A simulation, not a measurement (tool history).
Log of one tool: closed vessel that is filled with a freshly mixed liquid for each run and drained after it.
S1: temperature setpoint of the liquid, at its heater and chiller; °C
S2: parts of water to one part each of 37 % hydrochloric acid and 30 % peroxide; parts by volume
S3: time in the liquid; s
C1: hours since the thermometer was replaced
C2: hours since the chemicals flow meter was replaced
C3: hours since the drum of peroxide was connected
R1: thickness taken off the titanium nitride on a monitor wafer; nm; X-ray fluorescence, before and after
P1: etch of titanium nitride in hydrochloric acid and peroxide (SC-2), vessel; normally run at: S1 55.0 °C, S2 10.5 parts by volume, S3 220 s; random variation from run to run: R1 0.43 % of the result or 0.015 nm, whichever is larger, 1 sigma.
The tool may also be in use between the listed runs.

run	hour	S1	S2	S3	C1	C2	C3	R1
1	9.5	55.0	10.5	220	500.8	341.1	101.6	6.02270
2	23.7	43.5	10.5	220	515.0	355.3	115.8	2.79260
3	35.8	55.0	10.5	435	527.1	367.4	127.9	11.98500
4	50.0	55.0	4.0	390	541.3	381.6	142.1	22.21800
5	63.3	55.0	10.5	30	554.6	394.9	155.4	0.84124
6	77.3	47.5	10.5	45	568.6	408.9	169.4	0.75266
7	84.4	55.0	10.5	220	575.7	416.0	176.5	6.05790
8	98.7	55.0	10.5	220	590.0	430.3	190.8	6.01470
9	112.6	55.0	18.5	220	603.9	444.2	204.7	3.67820
10	125.6	55.0	10.5	220	616.9	457.2	217.7	6.02670
11	136.0	65.5	10.5	220	627.3	467.6	228.1	11.70500
12	145.4	55.0	4.0	220	636.7	477.0	237.5	12.65800
13	155.0	55.0	6.5	30	646.3	486.6	247.1	1.19230
14	164.3	55.0	10.5	220	655.6	495.9	256.4	5.98890
15	177.2	55.0	10.5	220	668.5	508.8	269.3	5.74790
16	184.5	55.0	10.5	220	675.8	516.1	276.6	5.64270
17	196.1	55.0	10.5	220	687.4	527.7	288.2	5.58200
# hour 197.4: new drum of peroxide connected
18	204.7	55.0	10.5	220	696.0	536.3	7.3	5.56320
19	213.3	55.0	10.5	220	704.6	544.9	15.9	5.56340
20	228.3	55.0	10.5	220	719.6	559.9	30.9	5.56700

What P1 gives has crept away from where it was. These 2 causes fit the log equally well, each at the size given:
A: liquid colder than its thermometer reads (K) = 1.31
B: chemicals flow below the setpoint (%) = 9.54
The creep began at about hour 164.3.
Why every other cause is out:
peroxide weaker than its label (%): serviced at hour 197.4, which brought nothing back

4 check runs are offered, each on 3 wafers whose results are averaged, their results left as question marks. Which one tells the causes apart?
check 1	243.3	55.0	16.5	385				?
check 2	243.3	55.0	16.5	105				?
check 3	243.3	55.0	13.5	55				?
check 4	243.3	49.0	4.0	220				?

What each check would give under each cause:
check	result	if A	if B
check 1	R1	6.55080	6.51910
check 2	R1	1.78660	1.77790
check 3	R1	1.11700	1.11380
check 4	R1	7.74930	7.90800
How far apart the two closest causes lie, in the result that separates them most: check 1 0.48 %; check 2 0.48 %; check 3 0.28 %; check 4 2.03 %
Only check 4 tells the causes apart: in the others they would give nearly the same result.

Then check 4 was run and gave: R1 7.77700 nm. Which cause is it?

It is A: liquid colder than its thermometer reads (K).

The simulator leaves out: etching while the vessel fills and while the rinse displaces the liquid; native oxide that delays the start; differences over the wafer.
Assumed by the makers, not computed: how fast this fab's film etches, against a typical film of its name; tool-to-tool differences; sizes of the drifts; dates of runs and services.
